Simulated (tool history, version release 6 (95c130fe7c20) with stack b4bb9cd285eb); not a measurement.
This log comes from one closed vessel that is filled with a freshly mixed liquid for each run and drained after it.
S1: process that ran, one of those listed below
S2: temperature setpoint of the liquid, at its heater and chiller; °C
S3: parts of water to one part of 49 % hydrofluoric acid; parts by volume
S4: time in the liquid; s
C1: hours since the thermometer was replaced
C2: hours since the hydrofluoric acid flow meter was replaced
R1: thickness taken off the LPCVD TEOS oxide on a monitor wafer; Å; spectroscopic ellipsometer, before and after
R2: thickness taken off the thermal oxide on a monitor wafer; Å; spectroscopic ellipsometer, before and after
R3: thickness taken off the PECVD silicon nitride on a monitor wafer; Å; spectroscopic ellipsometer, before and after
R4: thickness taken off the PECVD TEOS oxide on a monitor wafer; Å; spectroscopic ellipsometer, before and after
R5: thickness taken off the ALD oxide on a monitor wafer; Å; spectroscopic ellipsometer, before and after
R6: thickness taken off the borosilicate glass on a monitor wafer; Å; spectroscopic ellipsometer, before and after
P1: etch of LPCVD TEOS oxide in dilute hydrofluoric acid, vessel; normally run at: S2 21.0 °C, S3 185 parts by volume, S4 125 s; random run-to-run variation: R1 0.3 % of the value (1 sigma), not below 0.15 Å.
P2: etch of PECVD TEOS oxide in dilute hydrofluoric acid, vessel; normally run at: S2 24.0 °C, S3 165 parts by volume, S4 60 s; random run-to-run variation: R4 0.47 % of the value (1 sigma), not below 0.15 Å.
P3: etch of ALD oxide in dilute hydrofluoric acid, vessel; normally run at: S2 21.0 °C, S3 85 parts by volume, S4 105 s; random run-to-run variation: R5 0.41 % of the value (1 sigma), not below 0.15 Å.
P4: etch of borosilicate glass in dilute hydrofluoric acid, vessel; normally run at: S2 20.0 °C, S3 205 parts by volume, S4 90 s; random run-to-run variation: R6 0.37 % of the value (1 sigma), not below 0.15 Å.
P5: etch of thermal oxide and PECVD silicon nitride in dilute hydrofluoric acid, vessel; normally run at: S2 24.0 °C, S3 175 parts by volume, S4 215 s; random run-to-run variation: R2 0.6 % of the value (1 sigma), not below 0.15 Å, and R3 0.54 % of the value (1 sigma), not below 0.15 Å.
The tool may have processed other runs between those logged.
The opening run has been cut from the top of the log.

run   hour  S1    S2   S3   S4     C1      C2      R1      R2      R3       R4       R5       R6
  2   12.5  P5  24.0  175  380  358.1  1287.0          93.692  76.415
  3   19.3  P5  31.5  175  215  364.9  1293.8          68.569  67.897
  4   26.4  P1  24.5  245  125  372.0  1300.9  198.09
  5   34.0  P2  24.0  165  115  379.6  1308.5                          157.790
  6   42.0  P3  21.0   55  105  387.6  1316.5                                   289.760
  7   49.5  P3  29.0   85  105  395.1  1324.0                                   249.800
  8   56.3  P4  20.0  205   30  401.9  1330.8                                             38.677
  9   61.5  P3  21.0   85  105  407.1  1336.0                                   180.250
 10   69.5  P4  20.0  205   90  415.1  1344.0                                            115.040
 11   78.3  P1  17.0  185  125  423.9  1352.8  210.00
 12   85.1  P3  21.0   85   30  430.7  1359.6                                    51.538
 13   92.7  P1  21.0  185  125  438.3  1367.2  246.86
 14   99.5  P2  17.0  165   60  445.1  1374.0                           62.819
 15  106.7  P1  21.0  185  125  452.3  1381.2  246.75
 16  112.1  P2  24.0  165   60  457.7  1386.6                           82.309
 17  120.9  P3  21.0   85  105  466.5  1395.4                                   181.420
 18  125.5  P1  21.0  185  205  471.1  1400.0  404.86
 19  131.7  P4  25.0  205   90  477.3  1406.2                                            139.480
 20  137.9  P1  21.0  270  125  483.5  1412.4  155.75
 21  143.9  P1  21.0  265  235  489.5  1418.4  297.36
 22  150.7  P1  27.5  185  125  496.3  1425.2  314.10
 23  156.1  P1  21.0  185  125  501.7  1430.6  246.87

The next listed run, before its measurement:
 24  160.1  P4  20.0  90  90  505.7  1434.6                       ?

{"run 24": {"R6": 294.76}}

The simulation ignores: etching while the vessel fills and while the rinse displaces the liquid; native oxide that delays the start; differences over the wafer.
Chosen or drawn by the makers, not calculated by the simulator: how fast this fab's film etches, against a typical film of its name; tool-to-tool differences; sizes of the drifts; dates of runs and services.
